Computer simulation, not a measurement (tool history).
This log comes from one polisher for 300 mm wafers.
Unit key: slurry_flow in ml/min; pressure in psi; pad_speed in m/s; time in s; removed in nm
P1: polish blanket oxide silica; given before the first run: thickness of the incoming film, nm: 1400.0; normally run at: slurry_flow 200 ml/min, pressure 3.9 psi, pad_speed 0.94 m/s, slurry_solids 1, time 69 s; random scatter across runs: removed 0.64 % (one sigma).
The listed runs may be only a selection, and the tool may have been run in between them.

run 1 day=0.417 | slurry_flow=200 pressure=3.9 pad_speed=0.94 slurry_solids=1 time=69 | removed=198.33
run 2 day=1.075 | slurry_flow=200 pressure=3.9 pad_speed=0.94 slurry_solids=1 time=69 | removed=194.31
-- day=1.188 slurry blender recalibrated
run 3 day=1.721 | slurry_flow=200 pressure=3.9 pad_speed=0.94 slurry_solids=1 time=69 | removed=197.6
run 4 day=2.471 | slurry_flow=200 pressure=6 pad_speed=1.38 slurry_solids=1 time=69 | removed=416.75
run 5 day=3.192 | slurry_flow=200 pressure=3.9 pad_speed=0.94 slurry_solids=1 time=69 | removed=198.25
run 6 day=3.562 | slurry_flow=200 pressure=3.9 pad_speed=0.94 slurry_solids=1.25 time=103 | removed=321.7
-- day=3.667 slurry nozzle cleaned
run 7 day=4.079 | slurry_flow=200 pressure=3.9 pad_speed=0.46 slurry_solids=1 time=69 | removed=112.28
run 8 day=4.629 | slurry_flow=200 pressure=3.9 pad_speed=1.4 slurry_solids=1 time=69 | removed=273.24
run 9 day=5.367 | slurry_flow=120 pressure=3.9 pad_speed=0.94 slurry_solids=1 time=69 | removed=181.46
run 10 day=5.858 | slurry_flow=200 pressure=3.9 pad_speed=0.94 slurry_solids=1 time=69 | removed=197.56
run 11 day=6.275 | slurry_flow=200 pressure=3.9 pad_speed=1.28 slurry_solids=1.35 time=69 | removed=289.57
run 12 day=6.638 | slurry_flow=200 pressure=3.9 pad_speed=0.94 slurry_solids=1 time=46 | removed=132.2
run 13 day=7.2 | slurry_flow=255 pressure=3.9 pad_speed=0.94 slurry_solids=1 time=69 | removed=205.77
run 14 day=7.775 | slurry_flow=200 pressure=3.9 pad_speed=0.94 slurry_solids=1 time=90 | removed=258.8
run 15 day=8.225 | slurry_flow=200 pressure=3.9 pad_speed=0.94 slurry_solids=1.25 time=69 | removed=216.74
run 16 day=8.767 | slurry_flow=200 pressure=2.2 pad_speed=0.94 slurry_solids=1 time=69 | removed=111.24
run 17 day=9.383 | slurry_flow=200 pressure=3.9 pad_speed=0.94 slurry_solids=1 time=69 | removed=197.5
run 18 day=10.033 | slurry_flow=200 pressure=3.9 pad_speed=0.94 slurry_solids=0.55 time=69 | removed=145.19
run 19 day=10.771 | slurry_flow=200 pressure=5.8 pad_speed=0.94 slurry_solids=1 time=69 | removed=291.65
run 20 day=11.121 | slurry_flow=200 pressure=3.9 pad_speed=0.94 slurry_solids=1 time=69 | removed=196.83
run 21 day=11.479 | slurry_flow=200 pressure=3.9 pad_speed=0.94 slurry_solids=1 time=69 | removed=191.74
run 22 day=11.808 | slurry_flow=200 pressure=3.9 pad_speed=0.94 slurry_solids=1 time=69 | removed=188.25
run 23 day=12.233 | slurry_flow=200 pressure=3.9 pad_speed=0.94 slurry_solids=1 time=69 | removed=184.87
run 24 day=12.708 | slurry_flow=200 pressure=3.9 pad_speed=0.94 slurry_solids=1 time=69 | removed=185.44
-- day=13.029 slurry nozzle cleaned
run 25 day=13.096 | slurry_flow=200 pressure=3.9 pad_speed=0.94 slurry_solids=1 time=69 | removed=182.92
-- day=13.296 worn pad replaced by a new one
-- day=13.717 conditioning disc replaced and pad reconditioned
run 26 day=13.779 | slurry_flow=200 pressure=3.9 pad_speed=0.94 slurry_solids=1 time=69 | removed=182.75
run 27 day=14.383 | slurry_flow=200 pressure=3.9 pad_speed=0.94 slurry_solids=1 time=69 | removed=179.31
run 28 day=14.812 | slurry_flow=200 pressure=3.9 pad_speed=0.94 slurry_solids=1 time=69 | removed=178.94
run 29 day=15.529 | slurry_flow=200 pressure=3.9 pad_speed=0.94 slurry_solids=1 time=69 | removed=178.63

What P1 gives has crept away from where it was. These 2 causes fit the log equally well, each at the size given:
A: head's pressure below its setpoint, % = 9.25
B: abrasive missing from the slurry, % = 18.3
The creep began at about day 11.121.
All other causes, with the reason each is excluded:
removal rate lost through wear of the pad, %: serviced at day 13.296, which brought nothing back
slurry flow missing at the pad, %: serviced at day 13.029, which brought nothing back
time polished since the conditioner stopped cutting, s: serviced at day 13.717, which brought nothing back

The 4 check runs listed below each average the results of 5 wafers, and their outcomes are marked with question marks. Under which run would the listed causes produce clearly different results?
run check 1 day=16.246 | slurry_flow=140 pressure=3.9 pad_speed=0.94 slurry_solids=1 time=69 | removed=?
run check 2 day=16.246 | slurry_flow=120 pressure=3.9 pad_speed=0.94 slurry_solids=1 time=69 | removed=?
run check 3 day=16.246 | slurry_flow=200 pressure=3.9 pad_speed=0.94 slurry_solids=0.6 time=50 | removed=?
run check 4 day=16.246 | slurry_flow=200 pressure=3.9 pad_speed=1.4 slurry_solids=1 time=69 | removed=?

Predicted outcomes, by check and by cause:
check=check_1 result=removed if_A=169.6 if_B=169.62
check=check_2 result=removed if_A=164.48 if_B=164.5
check=check_3 result=removed if_A=99.778 if_B=97.28
check=check_4 result=removed if_A=246.76 if_B=246.78
Per check, the gap between the least separated pair of causes, taken in the result that splits them most: check 1 0.01 %; check 2 0.01 %; check 3 2.54 %; check 4 0.01 %
Of the check runs offered, only check 3 discriminates between the causes; the rest would read about the same regardless of which cause applies.

Then check 3 was run and gave: removed 99.721 nm. Which cause is it?

It was cause A: head's pressure below its setpoint, %.
